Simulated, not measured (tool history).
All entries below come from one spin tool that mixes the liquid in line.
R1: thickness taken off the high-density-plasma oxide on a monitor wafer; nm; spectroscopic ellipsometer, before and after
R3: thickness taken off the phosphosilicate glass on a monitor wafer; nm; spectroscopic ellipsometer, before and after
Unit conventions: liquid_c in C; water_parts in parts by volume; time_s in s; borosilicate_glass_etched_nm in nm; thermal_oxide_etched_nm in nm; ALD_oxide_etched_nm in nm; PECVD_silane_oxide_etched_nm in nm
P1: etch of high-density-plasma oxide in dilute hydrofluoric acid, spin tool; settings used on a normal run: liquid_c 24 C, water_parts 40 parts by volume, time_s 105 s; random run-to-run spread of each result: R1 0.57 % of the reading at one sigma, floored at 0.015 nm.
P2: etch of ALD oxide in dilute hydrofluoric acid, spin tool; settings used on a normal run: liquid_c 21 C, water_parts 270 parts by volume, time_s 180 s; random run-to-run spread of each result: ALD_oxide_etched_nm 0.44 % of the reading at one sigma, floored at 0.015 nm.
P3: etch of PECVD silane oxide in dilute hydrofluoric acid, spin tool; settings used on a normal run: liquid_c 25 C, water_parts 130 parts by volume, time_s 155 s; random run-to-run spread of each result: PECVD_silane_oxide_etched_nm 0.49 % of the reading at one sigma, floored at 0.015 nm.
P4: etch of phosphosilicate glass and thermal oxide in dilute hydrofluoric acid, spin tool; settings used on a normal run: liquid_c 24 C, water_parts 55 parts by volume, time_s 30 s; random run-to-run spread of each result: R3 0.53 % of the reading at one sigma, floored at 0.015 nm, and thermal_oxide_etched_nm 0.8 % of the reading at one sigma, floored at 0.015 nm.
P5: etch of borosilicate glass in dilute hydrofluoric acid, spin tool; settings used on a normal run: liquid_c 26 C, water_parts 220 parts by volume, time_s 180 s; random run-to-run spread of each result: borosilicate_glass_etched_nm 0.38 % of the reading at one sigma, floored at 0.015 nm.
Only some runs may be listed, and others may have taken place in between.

run 1 hour=6.7 | process=P1 liquid_c=24 water_parts=40 time_s=105 | R1=19.418
run 2 hour=13 | process=P1 liquid_c=19 water_parts=40 time_s=105 | R1=15.981
run 3 hour=18.9 | process=P5 liquid_c=26 water_parts=350 time_s=180 | borosilicate_glass_etched_nm=15.606
run 4 hour=22.5 | process=P1 liquid_c=24 water_parts=60 time_s=105 | R1=12.769
run 5 hour=28.8 | process=P4 liquid_c=24 water_parts=55 time_s=55 | R3=73.568 thermal_oxide_etched_nm=5.4471
run 6 hour=33.6 | process=P1 liquid_c=24 water_parts=40 time_s=195 | R1=36.186
run 7 hour=40.3 | process=P4 liquid_c=24 water_parts=55 time_s=30 | R3=40.569 thermal_oxide_etched_nm=2.9834
run 8 hour=46 | process=P2 liquid_c=21 water_parts=65 time_s=180 | ALD_oxide_etched_nm=53.651
run 9 hour=49.3 | process=P5 liquid_c=34 water_parts=220 time_s=180 | borosilicate_glass_etched_nm=37.132
run 10 hour=56.3 | process=P5 liquid_c=26 water_parts=220 time_s=180 | borosilicate_glass_etched_nm=28.695
run 11 hour=61.5 | process=P1 liquid_c=24 water_parts=40 time_s=105 | R1=19.813
run 12 hour=66.6 | process=P3 liquid_c=25 water_parts=55 time_s=155 | PECVD_silane_oxide_etched_nm=71.419
run 13 hour=69.9 | process=P1 liquid_c=24 water_parts=40 time_s=105 | R1=19.757
run 14 hour=73.3 | process=P5 liquid_c=26 water_parts=220 time_s=180 | borosilicate_glass_etched_nm=28.281
run 15 hour=77.6 | process=P4 liquid_c=24 water_parts=55 time_s=30 | R3=40.209 thermal_oxide_etched_nm=2.9502
run 16 hour=85 | process=P3 liquid_c=18.5 water_parts=130 time_s=155 | PECVD_silane_oxide_etched_nm=21.173
run 17 hour=89.3 | process=P4 liquid_c=24 water_parts=20 time_s=30 | R3=115.96 thermal_oxide_etched_nm=8.5794
run 18 hour=92.7 | process=P1 liquid_c=24 water_parts=40 time_s=105 | R1=19.59
run 19 hour=96.3 | process=P1 liquid_c=24 water_parts=20 time_s=105 | R1=40.318
run 20 hour=99.7 | process=P3 liquid_c=25 water_parts=130 time_s=155 | PECVD_silane_oxide_etched_nm=27.494
run 21 hour=106.4 | process=P2 liquid_c=28.5 water_parts=270 time_s=180 | ALD_oxide_etched_nm=13.687
run 22 hour=109.9 | process=P1 liquid_c=24 water_parts=20 time_s=200 | R1=76.917
run 23 hour=114.5 | process=P5 liquid_c=26 water_parts=220 time_s=335 | borosilicate_glass_etched_nm=53.012
run 24 hour=118.1 | process=P1 liquid_c=24 water_parts=40 time_s=105 | R1=19.574
run 25 hour=121.8 | process=P3 liquid_c=25 water_parts=130 time_s=155 | PECVD_silane_oxide_etched_nm=27.266
run 26 hour=129.1 | process=P2 liquid_c=21 water_parts=270 time_s=180 | ALD_oxide_etched_nm=10.46
run 27 hour=132.6 | process=P2 liquid_c=21 water_parts=270 time_s=15 | ALD_oxide_etched_nm=0.85078
run 28 hour=139.6 | process=P1 liquid_c=24 water_parts=40 time_s=60 | R1=11.25
run 29 hour=144.9 | process=P1 liquid_c=24 water_parts=40 time_s=105 | R1=19.63
run 30 hour=151.7 | process=P1 liquid_c=31.5 water_parts=40 time_s=105 | R1=26.62
run 31 hour=157.9 | process=P2 liquid_c=21 water_parts=270 time_s=180 | ALD_oxide_etched_nm=10.412
run 32 hour=162.4 | process=P3 liquid_c=25 water_parts=130 time_s=290 | PECVD_silane_oxide_etched_nm=51.602
run 33 hour=168.9 | process=P4 liquid_c=17 water_parts=55 time_s=30 | R3=29.835 thermal_oxide_etched_nm=2.188
run 34 hour=174.2 | process=P1 liquid_c=24 water_parts=40 time_s=105 | R1=19.669
run 35 hour=181.6 | process=P1 liquid_c=24 water_parts=40 time_s=105 | R1=18.859
run 36 hour=185.6 | process=P1 liquid_c=24 water_parts=40 time_s=105 | R1=18.524
run 37 hour=190.4 | process=P1 liquid_c=24 water_parts=40 time_s=105 | R1=18.378
run 38 hour=195.5 | process=P1 liquid_c=24 water_parts=40 time_s=105 | R1=18.377
run 39 hour=202.1 | process=P1 liquid_c=24 water_parts=40 time_s=105 | R1=18.199
run 40 hour=206.5 | process=P1 liquid_c=24 water_parts=40 time_s=105 | R1=17.979
run 41 hour=212 | process=P1 liquid_c=24 water_parts=40 time_s=105 | R1=18.02

P1 no longer gives what it gave before; its output has crept away from where it was. The following 2 causes, each at its listed size, fit the log equally well:
A: liquid colder than its thermometer reads (K) = 2.09
B: hydrofluoric acid flow below the setpoint (%) = 7.93
At approximately hour 174.2, the process output began to creep.

Question marks stand in for the results of the 4 check runs listed below, each run on one wafer. Under which run would the listed causes show clearly different results?
run check 1 hour=217.5 | process=P3 liquid_c=18.5 water_parts=130 time_s=155 | PECVD_silane_oxide_etched_nm=?
run check 2 hour=217.5 | process=P5 liquid_c=33 water_parts=220 time_s=255 | borosilicate_glass_etched_nm=?
run check 3 hour=217.5 | process=P4 liquid_c=24 water_parts=20 time_s=45 | R3=? thermal_oxide_etched_nm=?
run check 4 hour=217.5 | process=P2 liquid_c=21 water_parts=105 time_s=40 | ALD_oxide_etched_nm=?

Outcome of each check run for each possible cause:
check=check_1 result=PECVD_silane_oxide_etched_nm if_A=19.457 if_B=19.306
check=check_2 result=borosilicate_glass_etched_nm if_A=47.668 if_B=45.939
check=check_3 result=R3 if_A=159.75 if_B=160.4
check=check_3 result=thermal_oxide_etched_nm if_A=11.701 if_B=11.749
check=check_4 result=ALD_oxide_etched_nm if_A=6.4721 if_B=6.4258
Minimum pairwise separation of causes per check, each pair taken at its best-separating result: check 1 0.78 %; check 2 3.69 %; check 3 0.41 %; check 4 0.72 %
Check 2 tells the causes apart: in the others they would give nearly the same result.

Then check 2 was run and gave: borosilicate_glass_etched_nm 47.451 nm. Which cause is it?

It is A: liquid colder than its thermometer reads (K).
